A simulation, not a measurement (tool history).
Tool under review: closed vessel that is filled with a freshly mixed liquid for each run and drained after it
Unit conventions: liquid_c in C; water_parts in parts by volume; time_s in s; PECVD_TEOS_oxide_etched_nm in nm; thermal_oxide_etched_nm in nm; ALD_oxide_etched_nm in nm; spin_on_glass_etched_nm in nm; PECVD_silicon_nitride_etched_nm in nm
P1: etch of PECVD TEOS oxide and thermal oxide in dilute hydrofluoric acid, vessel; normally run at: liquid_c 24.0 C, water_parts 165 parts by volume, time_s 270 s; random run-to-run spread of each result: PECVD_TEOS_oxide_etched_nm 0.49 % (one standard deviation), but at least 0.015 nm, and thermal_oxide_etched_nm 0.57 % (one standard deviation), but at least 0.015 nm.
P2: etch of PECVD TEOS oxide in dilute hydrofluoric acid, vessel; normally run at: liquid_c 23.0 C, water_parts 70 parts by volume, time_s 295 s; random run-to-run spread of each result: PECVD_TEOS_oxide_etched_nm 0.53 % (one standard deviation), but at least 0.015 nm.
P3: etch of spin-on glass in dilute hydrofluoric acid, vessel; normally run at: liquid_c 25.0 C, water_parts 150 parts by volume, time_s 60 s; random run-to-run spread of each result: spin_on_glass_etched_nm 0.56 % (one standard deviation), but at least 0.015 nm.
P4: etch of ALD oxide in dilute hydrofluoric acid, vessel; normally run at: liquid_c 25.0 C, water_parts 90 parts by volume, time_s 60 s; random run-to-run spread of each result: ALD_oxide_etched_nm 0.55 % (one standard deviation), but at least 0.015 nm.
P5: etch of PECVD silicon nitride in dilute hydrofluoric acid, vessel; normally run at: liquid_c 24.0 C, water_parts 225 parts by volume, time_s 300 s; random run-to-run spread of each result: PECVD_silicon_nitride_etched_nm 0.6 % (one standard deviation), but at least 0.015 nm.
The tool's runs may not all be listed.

run,hour,process,liquid_c,water_parts,time_s,hours since the thermometer was replaced,hours since the hydrofluoric acid flow meter was replaced,PECVD_TEOS_oxide_etched_nm,thermal_oxide_etched_nm,ALD_oxide_etched_nm,spin_on_glass_etched_nm,PECVD_silicon_nitride_etched_nm
1,12.9,P1,24.0,165,270,1870.8,742.4,43.8730,7.66310,,,
2,29.1,P2,23.0,70,505,1887.0,758.6,91.9070,,,,
3,37.6,P1,24.0,290,45,1895.5,767.1,3.6316,0.60648,,,
4,46.2,P1,24.0,75,270,1904.1,775.7,106.6200,18.62700,,,
5,62.0,P2,17.0,70,295,1919.9,791.5,41.9880,,,,
6,72.3,P1,24.0,165,270,1930.2,801.8,43.5290,7.51730,,,
7,88.5,P4,25.0,150,60,1946.4,818.0,,,8.9113,,
8,102.7,P4,25.0,90,60,1960.6,832.2,,,15.8720,,
9,115.3,P3,20.5,150,60,1973.2,844.8,,,,9.0321,
10,124.6,P1,28.0,255,270,1982.5,854.1,29.4260,5.11200,,,
11,140.4,P4,25.0,90,30,1998.3,869.9,,,8.0371,,
12,155.0,P1,24.0,165,270,2012.9,884.5,43.6820,7.53840,,,
13,168.9,P5,24.0,225,70,2026.8,898.4,,,,,1.3313
14,180.3,P1,18.0,165,270,2038.2,909.8,34.5470,5.96870,,,
15,188.9,P5,24.0,55,300,2046.8,918.4,,,,,22.9040
16,197.9,P1,24.0,165,490,2055.8,927.4,78.6980,13.75600,,,
17,212.3,P4,17.5,90,60,2070.2,941.8,,,11.7440,,
18,224.5,P1,24.0,165,270,2082.4,954.0,43.7340,7.53020,,,
19,238.2,P3,25.0,150,85,2096.1,967.7,,,,15.2580,
20,248.9,P5,17.0,225,300,2106.8,978.4,,,,,3.6172
21,265.0,P2,23.0,70,295,2122.9,994.5,54.0920,,,,
22,281.6,P1,24.0,165,150,2139.5,1011.1,24.2840,4.22950,,,
23,297.6,P1,28.0,165,270,2155.5,1027.1,50.5230,8.68520,,,
24,310.2,P5,24.0,225,300,2168.1,1039.7,,,,,5.6782
25,317.8,P3,25.0,150,60,2175.7,1047.3,,,,10.6060,
26,328.6,P4,25.0,90,60,2186.5,1058.1,,,15.9540,,
27,342.2,P3,25.0,225,60,2200.1,1071.7,,,,6.6341,
28,356.9,P1,24.0,230,270,2214.8,1086.4,29.0750,5.00000,,,
29,371.7,P2,23.0,120,295,2229.6,1101.2,29.7930,,,,
30,386.7,P3,25.0,150,60,2244.6,1116.2,,,,10.7940,
31,397.9,P1,24.0,165,270,2255.8,1127.4,43.8240,7.49510,,,
32,412.8,P1,24.0,165,270,2270.7,1142.3,43.6380,7.57810,,,
33,423.8,P1,24.0,165,270,2281.7,1153.3,45.0680,7.77050,,,
34,437.2,P1,24.0,165,270,2295.1,1166.7,45.7390,7.86010,,,
35,448.5,P1,24.0,165,270,2306.4,1178.0,46.0100,7.89280,,,
36,457.5,P1,24.0,165,270,2315.4,1187.0,46.4260,7.96120,,,
37,471.7,P1,24.0,165,270,2329.6,1201.2,46.5560,8.01450,,,
38,488.1,P1,24.0,165,270,2346.0,1217.6,46.5440,8.03480,,,

P1 no longer gives what it gave before; its output has crept away from where it was. The following 2 causes, each at its listed size, fit the log equally well:
A: hydrofluoric acid flow above the setpoint (%) = 5.6
B: liquid hotter than its thermometer reads (K) = 1.72
Onset of the creep was near hour 412.8.

Listed below are the offered check runs, one wafer per run, with question marks in place of results. For which of them would the causes give clearly different outcomes?
check 1,504.5,P4,25.0,90,60,,,,,?,,
check 2,504.5,P3,25.0,150,60,,,,,,?,
check 3,504.5,P2,23.0,70,295,,,?,,,,
check 4,504.5,P5,24.0,225,300,,,,,,,?

What every check run would give for each of its results, assuming each possible cause in turn:
check,result,if A,if B
check 1,ALD_oxide_etched_nm,17.0440,17.1630
check 2,spin_on_glass_etched_nm,11.4700,11.4780
check 3,PECVD_TEOS_oxide_etched_nm,57.3960,58.0090
check 4,PECVD_silicon_nitride_etched_nm,5.9796,6.3047
Minimum pairwise separation of causes per check, each pair taken at its best-separating result: check 1 0.69 %; check 2 0.07 %; check 3 1.06 %; check 4 5.29 %
Only check 4 tells the causes apart: in the others they would give nearly the same result.

Running check 4 produced the following: PECVD_silicon_nitride_etched_nm 6.0429 nm. Which one of the listed causes fits?

A is the cause: hydrofluoric acid flow above the setpoint (%).
